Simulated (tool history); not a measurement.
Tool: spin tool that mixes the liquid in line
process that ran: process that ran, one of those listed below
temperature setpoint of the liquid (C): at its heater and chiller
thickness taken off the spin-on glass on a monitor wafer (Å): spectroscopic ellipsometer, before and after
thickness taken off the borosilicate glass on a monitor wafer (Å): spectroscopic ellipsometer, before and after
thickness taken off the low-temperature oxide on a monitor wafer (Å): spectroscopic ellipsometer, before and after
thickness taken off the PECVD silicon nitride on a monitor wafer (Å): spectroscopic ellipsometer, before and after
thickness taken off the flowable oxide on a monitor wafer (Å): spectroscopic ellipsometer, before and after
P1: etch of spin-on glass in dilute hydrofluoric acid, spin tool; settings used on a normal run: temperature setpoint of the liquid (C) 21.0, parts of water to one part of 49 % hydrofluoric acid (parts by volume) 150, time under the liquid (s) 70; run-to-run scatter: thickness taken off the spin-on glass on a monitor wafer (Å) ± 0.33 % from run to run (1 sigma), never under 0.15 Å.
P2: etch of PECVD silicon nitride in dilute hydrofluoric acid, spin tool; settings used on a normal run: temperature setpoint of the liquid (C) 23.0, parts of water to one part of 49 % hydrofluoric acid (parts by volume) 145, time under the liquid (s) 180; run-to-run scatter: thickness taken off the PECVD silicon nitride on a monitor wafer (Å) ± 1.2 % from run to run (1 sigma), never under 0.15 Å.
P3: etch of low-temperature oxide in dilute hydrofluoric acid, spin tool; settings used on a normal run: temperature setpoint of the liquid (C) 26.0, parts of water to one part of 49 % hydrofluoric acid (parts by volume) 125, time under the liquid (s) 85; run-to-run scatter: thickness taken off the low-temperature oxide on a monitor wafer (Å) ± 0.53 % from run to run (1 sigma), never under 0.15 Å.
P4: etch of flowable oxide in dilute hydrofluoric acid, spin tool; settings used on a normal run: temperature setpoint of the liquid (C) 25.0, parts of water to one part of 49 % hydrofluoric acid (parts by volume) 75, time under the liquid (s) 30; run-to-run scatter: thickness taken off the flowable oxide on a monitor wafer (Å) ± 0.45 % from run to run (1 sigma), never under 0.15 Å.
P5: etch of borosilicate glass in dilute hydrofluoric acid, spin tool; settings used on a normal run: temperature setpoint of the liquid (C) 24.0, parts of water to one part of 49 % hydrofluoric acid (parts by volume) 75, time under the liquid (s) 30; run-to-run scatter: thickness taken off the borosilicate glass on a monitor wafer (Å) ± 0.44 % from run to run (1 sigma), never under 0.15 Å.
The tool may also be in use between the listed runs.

run	hour	process that ran	temperature setpoint of the liquid (C)	parts of water to one part of 49 % hydrofluoric acid (parts by volume)	time under the liquid (s)	hours since the thermometer was replaced	hours since the hydrofluoric acid flow meter was replaced	thickness taken off the spin-on glass on a monitor wafer (Å)	thickness taken off the borosilicate glass on a monitor wafer (Å)	thickness taken off the low-temperature oxide on a monitor wafer (Å)	thickness taken off the PECVD silicon nitride on a monitor wafer (Å)	thickness taken off the flowable oxide on a monitor wafer (Å)
1	12.9	P1	21.0	150	70	877.6	1258.2	182.050				
2	23.1	P5	24.0	75	30	887.8	1268.4		162.87			
3	40.7	P1	21.0	150	70	905.4	1286.0	181.380				
4	59.5	P3	26.0	125	125	924.2	1304.8			114.070		
5	76.9	P2	23.0	85	180	941.6	1322.2				33.887	
6	87.9	P4	21.0	75	30	952.6	1333.2					97.083
7	96.8	P1	21.0	150	70	961.5	1342.1	181.870				
8	116.2	P1	21.0	205	70	980.9	1361.5	125.830				
9	130.3	P3	26.0	125	85	995.0	1375.6			77.827		
10	147.8	P3	26.0	125	85	1012.5	1393.1			78.332		
11	160.9	P5	24.0	20	30	1025.6	1406.2		656.44			
12	178.3	P1	21.0	150	70	1043.0	1423.6	181.530				
13	188.5	P3	26.0	185	85	1053.2	1433.8			49.302		
14	202.2	P1	28.0	220	70	1066.9	1447.5	148.670				
15	212.8	P1	17.0	150	70	1077.5	1458.1	155.240				
16	223.9	P4	25.0	75	30	1088.6	1469.2					113.080
17	238.9	P4	25.0	75	30	1103.6	1484.2					113.770
18	252.7	P1	21.0	150	70	1117.4	1498.0	180.900				
19	268.0	P5	24.0	75	15	1132.7	1513.3		81.16			
20	284.2	P5	19.5	75	30	1148.9	1529.5		135.45			
21	299.3	P2	23.0	145	180	1164.0	1544.6				20.070	
22	309.2	P1	21.0	150	30	1173.9	1554.5	77.637				
23	324.0	P2	18.5	145	180	1188.7	1569.3				15.070	
24	340.4	P4	25.0	75	15	1205.1	1585.7					56.676
25	356.0	P1	21.0	205	105	1220.7	1601.3	188.500				
26	369.4	P2	23.0	145	180	1234.1	1614.7				20.318	
27	384.3	P1	27.5	150	70	1249.0	1629.6	231.740				
28	393.2	P3	20.0	125	85	1257.9	1638.5			61.791		
29	402.4	P1	21.0	50	70	1267.1	1647.7	610.140				
30	413.5	P1	21.0	150	110	1278.2	1658.8	285.550				
31	425.2	P2	23.0	145	305	1289.9	1670.5				33.645	
32	438.5	P1	21.0	45	25	1303.2	1683.8	243.090				
33	454.8	P1	21.0	150	70	1319.5	1700.1	182.330				
34	463.9	P4	25.0	30	30	1328.6	1709.2					303.920
35	481.8	P1	21.0	150	70	1346.5	1727.1	181.800				
36	496.6	P1	21.0	150	70	1361.3	1741.9	187.690				
37	514.1	P1	21.0	150	70	1378.8	1759.4	193.200				
38	530.7	P1	21.0	150	70	1395.4	1776.0	195.160				
39	545.8	P1	21.0	150	70	1410.5	1791.1	196.840				
40	554.3	P1	21.0	150	70	1419.0	1799.6	196.170				
41	563.7	P1	21.0	150	70	1428.4	1809.0	197.910				
42	578.4	P1	21.0	150	70	1443.1	1823.7	198.310				
43	593.8	P1	21.0	150	70	1458.5	1839.1	199.720				
44	612.5	P1	21.0	150	70	1477.2	1857.8	198.760				
45	626.2	P1	21.0	150	70	1490.9	1871.5	198.560				

The log shows P1 creeping away from where it was. Any of the 2 causes listed here, at the size stated for it, fits the log just as well as the others:
A: liquid hotter than its thermometer reads (K) = 2.39
B: hydrofluoric acid flow above the setpoint (%) = 8.35
The onset of the drift is placed at about hour 481.8.

Below are 4 check runs, each averaged over 2 wafers, with their results shown as question marks. Which of them would give clearly different results depending on which cause is behind the drift?
check 1	639.9	P2	23.0	145	180						?	
check 2	639.9	P3	26.0	125	85					?		
check 3	639.9	P4	25.0	75	30							?
check 4	639.9	P5	24.0	75	30				?			

What every check run would give for each of its results, assuming each possible cause in turn:
check	result	if A	if B
check 1	thickness taken off the PECVD silicon nitride on a monitor wafer (Å)	23.586	21.876
check 2	thickness taken off the low-temperature oxide on a monitor wafer (Å)	85.218	85.391
check 3	thickness taken off the flowable oxide on a monitor wafer (Å)	125.030	124.170
check 4	thickness taken off the borosilicate glass on a monitor wafer (Å)	179.43	178.02
Minimum pairwise separation of causes per check, each pair taken at its best-separating result: check 1 7.53 %; check 2 0.2 %; check 3 0.69 %; check 4 0.79 %
Check 1 tells the causes apart: in the others they would give nearly the same result.

Check 1 was carried out, with these results: thickness taken off the PECVD silicon nitride on a monitor wafer (Å) 23.703. Which of the listed causes is responsible?

It is A: liquid hotter than its thermometer reads (K).
